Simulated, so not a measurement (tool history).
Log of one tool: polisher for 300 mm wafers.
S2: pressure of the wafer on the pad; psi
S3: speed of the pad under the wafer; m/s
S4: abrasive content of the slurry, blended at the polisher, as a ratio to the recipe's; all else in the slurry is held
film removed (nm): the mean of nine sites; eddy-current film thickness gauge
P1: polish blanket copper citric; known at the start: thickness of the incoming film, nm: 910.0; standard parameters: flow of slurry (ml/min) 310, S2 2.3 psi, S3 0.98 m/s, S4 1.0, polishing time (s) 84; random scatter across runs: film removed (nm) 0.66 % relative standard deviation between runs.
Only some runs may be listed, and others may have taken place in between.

run 1 day=0.225 | flow_of_slurry_(ml/min)=310 S2=2.3 S3=0.98 S4=1.0 polishing_time_(s)=84 | film_removed_(nm)=123.500
run 2 day=0.400 | flow_of_slurry_(ml/min)=310 S2=2.3 S3=0.98 S4=1.0 polishing_time_(s)=52 | film_removed_(nm)=75.830
run 3 day=0.683 | flow_of_slurry_(ml/min)=310 S2=2.3 S3=0.98 S4=1.4 polishing_time_(s)=84 | film_removed_(nm)=131.920
run 4 day=1.067 | flow_of_slurry_(ml/min)=490 S2=2.3 S3=0.98 S4=1.0 polishing_time_(s)=84 | film_removed_(nm)=126.370
run 5 day=1.371 | flow_of_slurry_(ml/min)=310 S2=2.3 S3=0.98 S4=1.0 polishing_time_(s)=84 | film_removed_(nm)=120.450
-- day=1.425 worn pad replaced by a new one
run 6 day=1.754 | flow_of_slurry_(ml/min)=310 S2=2.3 S3=1.40 S4=1.0 polishing_time_(s)=84 | film_removed_(nm)=173.280
run 7 day=2.092 | flow_of_slurry_(ml/min)=310 S2=2.3 S3=0.98 S4=1.0 polishing_time_(s)=84 | film_removed_(nm)=122.490
run 8 day=2.325 | flow_of_slurry_(ml/min)=310 S2=2.3 S3=0.98 S4=1.0 polishing_time_(s)=117 | film_removed_(nm)=172.080
run 9 day=2.571 | flow_of_slurry_(ml/min)=310 S2=2.3 S3=0.98 S4=1.0 polishing_time_(s)=84 | film_removed_(nm)=121.180
run 10 day=2.858 | flow_of_slurry_(ml/min)=310 S2=2.3 S3=0.98 S4=1.0 polishing_time_(s)=84 | film_removed_(nm)=122.940
run 11 day=3.133 | flow_of_slurry_(ml/min)=185 S2=2.3 S3=0.98 S4=1.0 polishing_time_(s)=84 | film_removed_(nm)=114.840
run 12 day=3.329 | flow_of_slurry_(ml/min)=310 S2=3.4 S3=0.98 S4=1.0 polishing_time_(s)=84 | film_removed_(nm)=178.190
run 13 day=3.708 | flow_of_slurry_(ml/min)=310 S2=2.3 S3=0.98 S4=1.0 polishing_time_(s)=84 | film_removed_(nm)=123.230
run 14 day=3.875 | flow_of_slurry_(ml/min)=310 S2=3.4 S3=0.44 S4=1.0 polishing_time_(s)=84 | film_removed_(nm)=82.597
run 15 day=4.217 | flow_of_slurry_(ml/min)=310 S2=2.3 S3=0.98 S4=0.7 polishing_time_(s)=84 | film_removed_(nm)=114.250
run 16 day=4.421 | flow_of_slurry_(ml/min)=310 S2=2.3 S3=0.98 S4=1.0 polishing_time_(s)=84 | film_removed_(nm)=122.270
run 17 day=4.712 | flow_of_slurry_(ml/min)=310 S2=1.5 S3=0.98 S4=1.0 polishing_time_(s)=84 | film_removed_(nm)=81.600
run 18 day=4.950 | flow_of_slurry_(ml/min)=310 S2=2.3 S3=0.50 S4=1.0 polishing_time_(s)=84 | film_removed_(nm)=63.813
run 19 day=5.254 | flow_of_slurry_(ml/min)=310 S2=2.3 S3=0.98 S4=1.0 polishing_time_(s)=84 | film_removed_(nm)=122.110
run 20 day=5.608 | flow_of_slurry_(ml/min)=310 S2=2.3 S3=0.98 S4=1.0 polishing_time_(s)=84 | film_removed_(nm)=120.140
run 21 day=5.812 | flow_of_slurry_(ml/min)=310 S2=2.3 S3=0.98 S4=1.0 polishing_time_(s)=84 | film_removed_(nm)=118.590
run 22 day=6.054 | flow_of_slurry_(ml/min)=310 S2=2.3 S3=0.98 S4=1.0 polishing_time_(s)=84 | film_removed_(nm)=118.240
run 23 day=6.400 | flow_of_slurry_(ml/min)=310 S2=2.3 S3=0.98 S4=1.0 polishing_time_(s)=84 | film_removed_(nm)=115.680
-- day=6.692 worn pad replaced by a new one
run 24 day=6.742 | flow_of_slurry_(ml/min)=310 S2=2.3 S3=0.98 S4=1.0 polishing_time_(s)=84 | film_removed_(nm)=115.680
-- day=6.829 head pressure recalibrated
run 25 day=7.029 | flow_of_slurry_(ml/min)=310 S2=2.3 S3=0.98 S4=1.0 polishing_time_(s)=84 | film_removed_(nm)=115.910
run 26 day=7.375 | flow_of_slurry_(ml/min)=310 S2=2.3 S3=0.98 S4=1.0 polishing_time_(s)=84 | film_removed_(nm)=117.360

P1 no longer gives what it gave before; its output has crept away from where it was. The following 2 causes, each at its listed size, fit the log equally well:
A: abrasive missing from the slurry, % = 21.6
B: slurry flow missing at the pad, % = 37.5
The creep began at about day 5.254.
Why every other cause is out:
removal rate lost through wear of the pad, %: was serviced at day 6.692, once the creep was under way, yet the earlier output never came back
head's pressure below its setpoint, %: was serviced at day 6.829, once the creep was under way, yet the earlier output never came back

The list below offers 4 check runs, each averaging the results of 5 wafers, and shows each result as a question mark. For which of them would the listed causes give clearly different results?
run check 1 day=7.721 | flow_of_slurry_(ml/min)=210 S2=2.3 S3=0.98 S4=1.0 polishing_time_(s)=109 | film_removed_(nm)=?
run check 2 day=7.721 | flow_of_slurry_(ml/min)=310 S2=2.3 S3=0.98 S4=1.0 polishing_time_(s)=102 | film_removed_(nm)=?
run check 3 day=7.721 | flow_of_slurry_(ml/min)=310 S2=2.3 S3=0.76 S4=1.0 polishing_time_(s)=104 | film_removed_(nm)=?
run check 4 day=7.721 | flow_of_slurry_(ml/min)=310 S2=2.3 S3=1.24 S4=1.0 polishing_time_(s)=84 | film_removed_(nm)=?

Predicted outcomes, by check and by cause:
check=check_1 result=film_removed_(nm) if_A=145.030 if_B=141.770
check=check_2 result=film_removed_(nm) if_A=141.370 if_B=141.380
check=check_3 result=film_removed_(nm) if_A=112.820 if_B=112.820
check=check_4 result=film_removed_(nm) if_A=146.330 if_B=146.340
Per-check spread between the two closest causes, in the result where they differ most: check 1 2.27 %; check 2 0 %; check 3 0 %; check 4 0 %
The other checks would show nearly matching results whichever cause is true, so check 1 is the only one that separates the causes.

Check 1 was then run and gave: film removed (nm) 141.410. Which cause is it?

The cause is B: slurry flow missing at the pad, %.
